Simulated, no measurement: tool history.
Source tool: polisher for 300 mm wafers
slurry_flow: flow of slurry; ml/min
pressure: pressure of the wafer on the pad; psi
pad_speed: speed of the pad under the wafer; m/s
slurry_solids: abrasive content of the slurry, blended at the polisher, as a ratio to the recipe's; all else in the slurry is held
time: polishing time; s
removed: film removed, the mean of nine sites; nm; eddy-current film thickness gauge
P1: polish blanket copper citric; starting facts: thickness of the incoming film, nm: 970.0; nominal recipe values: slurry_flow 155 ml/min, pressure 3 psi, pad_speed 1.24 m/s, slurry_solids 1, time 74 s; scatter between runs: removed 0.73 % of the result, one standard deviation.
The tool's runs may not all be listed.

Run 1, hour 7.8: slurry_flow 155 ml/min, pressure 3 psi, pad_speed 1.24 m/s, slurry_solids 1, time 74 s. Result: removed 232.62 nm.
Run 2, hour 11.9: slurry_flow 155 ml/min, pressure 3 psi, pad_speed 1.24 m/s, slurry_solids 1, time 74 s. Result: removed 235.66 nm.
Run 3, hour 15.4: slurry_flow 155 ml/min, pressure 3 psi, pad_speed 1.24 m/s, slurry_solids 1, time 74 s. Result: removed 233.72 nm.
Run 4, hour 22.7: slurry_flow 155 ml/min, pressure 3 psi, pad_speed 0.6 m/s, slurry_solids 1, time 74 s. Result: removed 114.86 nm.
Run 5, hour 29.4: slurry_flow 155 ml/min, pressure 3 psi, pad_speed 1.24 m/s, slurry_solids 1, time 74 s. Result: removed 230.47 nm.
Run 6, hour 33: slurry_flow 155 ml/min, pressure 3 psi, pad_speed 1.24 m/s, slurry_solids 1.3, time 74 s. Result: removed 249.77 nm.
Run 7, hour 36.5: slurry_flow 155 ml/min, pressure 3 psi, pad_speed 1.6 m/s, slurry_solids 1, time 74 s. Result: removed 302.27 nm.
Run 8, hour 41.2: slurry_flow 95 ml/min, pressure 3 psi, pad_speed 1.24 m/s, slurry_solids 1, time 74 s. Result: removed 211.39 nm.
Run 9, hour 44.9: slurry_flow 155 ml/min, pressure 3.7 psi, pad_speed 1.24 m/s, slurry_solids 1, time 74 s. Result: removed 287.38 nm.
Run 10, hour 49: slurry_flow 155 ml/min, pressure 3 psi, pad_speed 1.24 m/s, slurry_solids 0.5, time 74 s. Result: removed 205.38 nm.
Run 11, hour 53.7: slurry_flow 155 ml/min, pressure 1.4 psi, pad_speed 1.24 m/s, slurry_solids 0.75, time 74 s. Result: removed 104.85 nm.
Run 12, hour 60.3: slurry_flow 155 ml/min, pressure 3 psi, pad_speed 1.24 m/s, slurry_solids 1, time 111 s. Result: removed 348.7 nm.
Run 13, hour 67: slurry_flow 155 ml/min, pressure 3 psi, pad_speed 1.24 m/s, slurry_solids 1, time 45 s. Result: removed 142.52 nm.
Run 14, hour 71.8: slurry_flow 155 ml/min, pressure 1.9 psi, pad_speed 1.24 m/s, slurry_solids 1, time 74 s. Result: removed 150.22 nm.
At hour 76.1: worn pad replaced by a new one.
Run 15, hour 78.6: slurry_flow 155 ml/min, pressure 3 psi, pad_speed 1.24 m/s, slurry_solids 1, time 74 s. Result: removed 237.38 nm.
Run 16, hour 86.3: slurry_flow 155 ml/min, pressure 4.1 psi, pad_speed 1.24 m/s, slurry_solids 0.7, time 74 s. Result: removed 295.68 nm.
Run 17, hour 92.7: slurry_flow 155 ml/min, pressure 3 psi, pad_speed 1.24 m/s, slurry_solids 1, time 74 s. Result: removed 238.89 nm.
Run 18, hour 100.1: slurry_flow 225 ml/min, pressure 3 psi, pad_speed 1.24 m/s, slurry_solids 1, time 74 s. Result: removed 246.6 nm.
Run 19, hour 105.8: slurry_flow 155 ml/min, pressure 3 psi, pad_speed 1.24 m/s, slurry_solids 1, time 74 s. Result: removed 233.98 nm.
Run 20, hour 111.9: slurry_flow 155 ml/min, pressure 3 psi, pad_speed 1.24 m/s, slurry_solids 1, time 74 s. Result: removed 222.41 nm.
Run 21, hour 118.1: slurry_flow 155 ml/min, pressure 3 psi, pad_speed 1.24 m/s, slurry_solids 1, time 74 s. Result: removed 218.25 nm.
Run 22, hour 124.9: slurry_flow 155 ml/min, pressure 3 psi, pad_speed 1.24 m/s, slurry_solids 1, time 74 s. Result: removed 217.75 nm.
At hour 128.1: worn pad replaced by a new one.
Run 23, hour 129.4: slurry_flow 155 ml/min, pressure 3 psi, pad_speed 1.24 m/s, slurry_solids 1, time 74 s. Result: removed 215.33 nm.
At hour 130.4: slurry blender recalibrated.
Run 24, hour 132.9: slurry_flow 155 ml/min, pressure 3 psi, pad_speed 1.24 m/s, slurry_solids 1, time 74 s. Result: removed 211.73 nm.
Run 25, hour 136.8: slurry_flow 155 ml/min, pressure 3 psi, pad_speed 1.24 m/s, slurry_solids 1, time 74 s. Result: removed 211.63 nm.
Run 26, hour 141.3: slurry_flow 155 ml/min, pressure 3 psi, pad_speed 1.24 m/s, slurry_solids 1, time 74 s. Result: removed 212.01 nm.
Run 27, hour 147: slurry_flow 155 ml/min, pressure 3 psi, pad_speed 1.24 m/s, slurry_solids 1, time 74 s. Result: removed 212.02 nm.

What P1 gives has crept off from where it sat before. The 2 causes that follow fit the log equally well, each at the size noted:
A: head's pressure below its setpoint, % = 9.72
B: slurry flow missing at the pad, % = 38
Onset of the creep was near hour 105.8.
All other causes, with the reason each is excluded:
removal rate lost through wear of the pad, %: serviced after onset, at hour 128.1, with no recovery of the prior output
abrasive missing from the slurry, %: serviced after onset, at hour 130.4, with no recovery of the prior output

Each of the check runs listed below is run on 2 wafers and reports their average, with the results left as question marks. Pick the one under which the possible causes would lead to clearly different results.
Run check 1, hour 152.7: slurry_flow 155 ml/min, pressure 3 psi, pad_speed 1.24 m/s, slurry_solids 0.8, time 74 s. Result: removed ?.
Run check 2, hour 152.7: slurry_flow 155 ml/min, pressure 3 psi, pad_speed 0.86 m/s, slurry_solids 1, time 74 s. Result: removed ?.
Run check 3, hour 152.7: slurry_flow 105 ml/min, pressure 3 psi, pad_speed 1.54 m/s, slurry_solids 1, time 74 s. Result: removed ?.
Run check 4, hour 152.7: slurry_flow 155 ml/min, pressure 3 psi, pad_speed 0.66 m/s, slurry_solids 0.65, time 74 s. Result: removed ?.

Outcome of each check run for each possible cause:
  check   result    if A    if B
check 1  removed  202.08  202.08
check 2  removed  148.32  148.19
check 3  removed  242.28  232.65
check 4  removed  105.01  104.83
Per check, the gap between the least separated pair of causes, taken in the result that splits them most: check 1 0 %; check 2 0.09 %; check 3 4.06 %; check 4 0.18 %
Only check 3 tells the causes apart: in the others they would give nearly the same result.

Check 3 was then run and gave: removed 242.17 nm. Which cause is it?

Of the candidate causes, it is A: head's pressure below its setpoint, %.

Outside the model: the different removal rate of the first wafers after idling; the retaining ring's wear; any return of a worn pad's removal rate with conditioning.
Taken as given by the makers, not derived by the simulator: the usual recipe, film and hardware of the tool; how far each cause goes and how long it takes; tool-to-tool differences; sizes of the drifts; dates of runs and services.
